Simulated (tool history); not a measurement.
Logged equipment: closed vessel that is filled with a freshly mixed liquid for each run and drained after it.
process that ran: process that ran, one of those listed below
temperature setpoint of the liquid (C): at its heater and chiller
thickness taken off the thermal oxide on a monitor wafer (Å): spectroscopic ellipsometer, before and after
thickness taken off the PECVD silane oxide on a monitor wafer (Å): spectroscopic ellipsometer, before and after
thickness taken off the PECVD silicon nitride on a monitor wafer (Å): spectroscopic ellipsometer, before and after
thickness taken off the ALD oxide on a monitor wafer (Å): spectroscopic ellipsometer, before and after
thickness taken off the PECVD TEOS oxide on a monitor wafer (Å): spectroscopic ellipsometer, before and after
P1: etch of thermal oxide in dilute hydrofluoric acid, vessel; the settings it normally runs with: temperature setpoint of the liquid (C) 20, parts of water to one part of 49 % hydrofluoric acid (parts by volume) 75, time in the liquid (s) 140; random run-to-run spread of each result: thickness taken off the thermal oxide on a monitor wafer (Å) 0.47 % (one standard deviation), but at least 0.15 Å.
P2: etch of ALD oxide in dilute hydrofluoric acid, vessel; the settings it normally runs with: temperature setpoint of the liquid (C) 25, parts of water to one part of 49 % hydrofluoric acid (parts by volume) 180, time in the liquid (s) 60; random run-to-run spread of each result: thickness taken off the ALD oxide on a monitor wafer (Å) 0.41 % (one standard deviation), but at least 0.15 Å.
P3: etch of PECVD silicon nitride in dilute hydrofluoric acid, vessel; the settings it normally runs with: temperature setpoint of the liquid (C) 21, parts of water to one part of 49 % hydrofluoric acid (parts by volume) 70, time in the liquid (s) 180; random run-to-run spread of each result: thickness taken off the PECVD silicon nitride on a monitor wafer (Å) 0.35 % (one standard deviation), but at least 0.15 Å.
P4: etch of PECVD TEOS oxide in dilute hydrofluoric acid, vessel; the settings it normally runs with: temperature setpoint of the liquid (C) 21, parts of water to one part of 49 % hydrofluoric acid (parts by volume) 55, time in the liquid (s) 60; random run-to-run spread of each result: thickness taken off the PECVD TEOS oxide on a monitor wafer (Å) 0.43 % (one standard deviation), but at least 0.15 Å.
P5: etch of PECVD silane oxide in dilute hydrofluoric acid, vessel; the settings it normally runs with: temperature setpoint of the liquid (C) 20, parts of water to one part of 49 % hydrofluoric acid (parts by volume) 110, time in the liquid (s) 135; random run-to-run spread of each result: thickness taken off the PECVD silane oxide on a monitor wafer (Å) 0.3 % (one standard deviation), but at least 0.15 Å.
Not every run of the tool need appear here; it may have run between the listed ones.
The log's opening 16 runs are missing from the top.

run,hour,process that ran,temperature setpoint of the liquid (C),parts of water to one part of 49 % hydrofluoric acid (parts by volume),time in the liquid (s),hours since the thermometer was replaced,hours since the hydrofluoric acid flow meter was replaced,thickness taken off the thermal oxide on a monitor wafer (Å),thickness taken off the PECVD silane oxide on a monitor wafer (Å),thickness taken off the PECVD silicon nitride on a monitor wafer (Å),thickness taken off the ALD oxide on a monitor wafer (Å),thickness taken off the PECVD TEOS oxide on a monitor wafer (Å)
17,194.6,P1,27.5,75,140,544.9,132.3,100.58,,,,
18,206.2,P1,20,75,140,556.5,143.9,75.32,,,,
19,218.8,P4,17,55,60,569.1,156.5,,,,,75.537
20,229.6,P4,21,55,60,579.9,167.3,,,,,89.949
21,236.6,P2,25,180,60,586.9,174.3,,,,72.213,
22,249.9,P2,25,180,60,600.2,187.6,,,,71.946,
# hour 254.7: thermometer replaced
23,263.8,P2,25,95,60,9.2,201.5,,,,150.4,
24,278.7,P3,28.5,70,180,24.1,216.4,,,144.13,,
25,290.8,P1,20,25,140,36.2,228.5,238.03,,,,
26,299.9,P4,21,55,115,45.3,237.6,,,,,171
27,314.3,P4,21,20,60,59.7,252,,,,,253.9
28,328.5,P1,20,75,140,73.9,266.2,74.341,,,,

Run 29 comes next. What will it give?
29,336.4,P1,20,75,220,81.8,274.1,?,,,,

thickness taken off the thermal oxide on a monitor wafer (Å): 116.55
